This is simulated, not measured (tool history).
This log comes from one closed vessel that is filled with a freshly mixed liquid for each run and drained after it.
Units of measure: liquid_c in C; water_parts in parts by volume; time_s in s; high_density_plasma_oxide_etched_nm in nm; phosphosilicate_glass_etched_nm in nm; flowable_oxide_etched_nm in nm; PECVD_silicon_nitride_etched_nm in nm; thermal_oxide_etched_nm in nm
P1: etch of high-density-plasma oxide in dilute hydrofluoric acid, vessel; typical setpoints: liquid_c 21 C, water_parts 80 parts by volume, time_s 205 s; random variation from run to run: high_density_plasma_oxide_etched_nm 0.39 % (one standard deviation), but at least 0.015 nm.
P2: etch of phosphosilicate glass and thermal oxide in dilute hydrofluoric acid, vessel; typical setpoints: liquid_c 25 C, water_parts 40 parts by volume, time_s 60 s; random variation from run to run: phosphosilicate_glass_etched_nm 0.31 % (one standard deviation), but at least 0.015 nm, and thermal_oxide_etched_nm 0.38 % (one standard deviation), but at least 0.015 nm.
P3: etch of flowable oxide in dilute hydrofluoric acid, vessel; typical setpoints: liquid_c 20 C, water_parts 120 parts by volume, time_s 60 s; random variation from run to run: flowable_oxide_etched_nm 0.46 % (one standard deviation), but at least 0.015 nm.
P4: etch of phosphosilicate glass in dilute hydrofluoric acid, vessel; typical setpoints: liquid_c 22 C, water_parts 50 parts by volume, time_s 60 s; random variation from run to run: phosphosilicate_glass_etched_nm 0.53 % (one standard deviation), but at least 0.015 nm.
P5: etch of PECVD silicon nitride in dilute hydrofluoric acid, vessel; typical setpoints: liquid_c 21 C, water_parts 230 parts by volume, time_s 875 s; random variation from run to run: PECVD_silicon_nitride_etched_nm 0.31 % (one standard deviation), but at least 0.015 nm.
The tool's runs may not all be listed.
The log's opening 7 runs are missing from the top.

run   hour  process  liquid_c  water_parts  time_s  high_density_plasma_oxide_etched_nm  phosphosilicate_glass_etched_nm  flowable_oxide_etched_nm  PECVD_silicon_nitride_etched_nm  thermal_oxide_etched_nm
  8   55.5       P1        28           80     205                              26.4450
  9   62.9       P1        17           80      65                               5.3860
 10   71.6       P1        21           80     205                              20.0520
 11   78.7       P5        21          230     875                                                                                                                           17.669
 12   88.1       P1        21           80     205                              20.1100
 13   92.6       P1        17           80     205                              16.8180
 14  102.3       P4        22           50      30                                                                80.781
 15  110.6       P1        21          110     205                              13.9200
 16  119.4       P1        21           80     205                              19.9350
 17  123.8       P1        21           80      40                               3.8786
 18  130.4       P1        21           80     205                              19.8280
 19  135.5       P1        21           80     205                              19.8510
 20  142.5       P4        22           50      60                                                               160.850
 21  151.1       P2        25           25      60                                                               331.280                                                                               12.99
 22  158.5       P3        20          120      60                                                                                         10.7780
 23  166.5       P1        17          120     205                              10.6990

Expected results for the next run?
 24  173.0       P3        27          120      60                                                                                               ?

Run 24 gave flowable_oxide_etched_nm 14.2360 nm.
